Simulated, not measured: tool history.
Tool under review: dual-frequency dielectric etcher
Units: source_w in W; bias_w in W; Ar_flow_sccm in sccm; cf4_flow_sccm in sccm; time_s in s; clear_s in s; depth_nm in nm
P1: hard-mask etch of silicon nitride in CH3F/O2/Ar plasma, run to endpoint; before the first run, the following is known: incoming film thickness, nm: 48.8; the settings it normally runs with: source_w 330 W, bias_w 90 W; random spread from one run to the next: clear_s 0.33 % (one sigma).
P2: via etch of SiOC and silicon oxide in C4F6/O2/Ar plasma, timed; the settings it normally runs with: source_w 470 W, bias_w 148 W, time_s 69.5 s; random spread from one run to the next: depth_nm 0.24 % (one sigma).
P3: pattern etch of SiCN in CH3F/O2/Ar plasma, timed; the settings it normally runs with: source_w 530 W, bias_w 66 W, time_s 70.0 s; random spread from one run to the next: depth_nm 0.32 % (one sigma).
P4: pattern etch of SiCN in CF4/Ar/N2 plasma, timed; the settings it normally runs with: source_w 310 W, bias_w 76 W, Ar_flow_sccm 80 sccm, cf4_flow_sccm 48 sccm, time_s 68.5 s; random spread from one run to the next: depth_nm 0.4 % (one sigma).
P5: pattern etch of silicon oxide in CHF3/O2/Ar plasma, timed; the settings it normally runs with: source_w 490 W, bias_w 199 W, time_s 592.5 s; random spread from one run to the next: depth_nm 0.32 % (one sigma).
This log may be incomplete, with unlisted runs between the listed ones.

run   hour  process  source_w  bias_w  Ar_flow_sccm  cf4_flow_sccm  time_s  hours since the last wet clean  hours since the last source power generator calibration  hours since the last bias power generator calibration  clear_s  depth_nm
  1    6.4       P1       330      90                                                                197.4                                                    295.6                                                 1656.7   70.470
  2   12.0       P1       230      90                                                                203.0                                                    301.2                                                 1662.3   80.492
  3   20.5       P1       330      90                                                                211.5                                                    309.7                                                 1670.8   70.671
      27.2  -- bias power generator calibrated
  4   28.2       P4       310      76            80             65    68.5                           219.2                                                    317.4                                                    1.0             45.268
  5   37.4       P3       530      66                                 38.5                           228.4                                                    326.6                                                   10.2             15.821
  6   42.6       P2       640     148                                 69.5                           233.6                                                    331.8                                                   15.4             90.502
  7   49.3       P5       490     199                                424.0                           240.3                                                    338.5                                                   22.1            789.690
  8   59.2       P2       470     185                                 69.5                           250.2                                                    348.4                                                   32.0             85.684
  9   69.8       P2       470     148                                 69.5                           260.8                                                    359.0                                                   42.6             80.411
 10   76.2       P4       310      76            50             48    68.5                           267.2                                                    365.4                                                   49.0             45.974
 11   86.2       P5       490     199                                592.5                           277.2                                                    375.4                                                   59.0           1104.700
 12   91.9       P1       330     114                                                                282.9                                                    381.1                                                   64.7   64.556
 13   98.0       P3       530      48                                 70.0                           289.0                                                    387.2                                                   70.8             26.055
 14  109.8       P2       470     148                                 99.0                           300.8                                                    399.0                                                   82.6            114.390
 15  121.7       P1       330      90                                                                312.7                                                    410.9                                                   94.5   70.705
 16  131.0       P3       340      66                                 70.0                           322.0                                                    420.2                                                  103.8             24.285
 17  142.6       P1       330      90                                                                333.6                                                    431.8                                                  115.4   71.036
 18  154.2       P1       410      90                                                                345.2                                                    443.4                                                  127.0   65.240
 19  159.9       P3       530      66                                 70.0                           350.9                                                    449.1                                                  132.7             28.821
 20  169.5       P4       310      76            80             48    86.5                           360.5                                                    458.7                                                  142.3             54.585
 21  179.1       P4       310      61            80             48    68.5                           370.1                                                    468.3                                                  151.9             39.912
 22  186.7       P5       650     199                                592.5                           377.7                                                    475.9                                                  159.5           1225.800
 23  196.0       P1       410      63                                                                387.0                                                    485.2                                                  168.8   73.670
 24  207.7       P5       490     273                                592.5                           398.7                                                    496.9                                                  180.5           1238.900
 25  218.9       P1       330      61                                                                409.9                                                    508.1                                                  191.7   81.069
 26  226.1       P4       200      76            80             48    68.5                           417.1                                                    515.3                                                  198.9             29.385
 27  236.8       P3       530      66                                 70.0                           427.8                                                    526.0                                                  209.6             28.915
 28  247.6       P4       310      76            80             48    68.5                           438.6                                                    536.8                                                  220.4             43.290
 29  256.7       P5       490     199                                592.5                           447.7                                                    545.9                                                  229.5           1109.900
 30  267.9       P1       330      90                                                                458.9                                                    557.1                                                  240.7   70.462
 31  273.9       P1       330      90                                                                464.9                                                    563.1                                                  246.7   70.106
 32  284.8       P1       330      90                                                                475.8                                                    574.0                                                  257.6   69.763
 33  291.0       P1       330      90                                                                482.0                                                    580.2                                                  263.8   69.490
     302.0  -- wet clean of the chamber
 34  302.3       P1       330      90                                                                  0.4                                                    591.5                                                  275.1   69.647
 35  310.8       P1       330      90                                                                  8.9                                                    600.0                                                  283.6   69.960

Estimate the outcome of run 36 from the log above:
 36  318.0       P1       330      90                                                                 16.1                                                    607.2                                                  290.8        ?

clear_s: 69.872 s
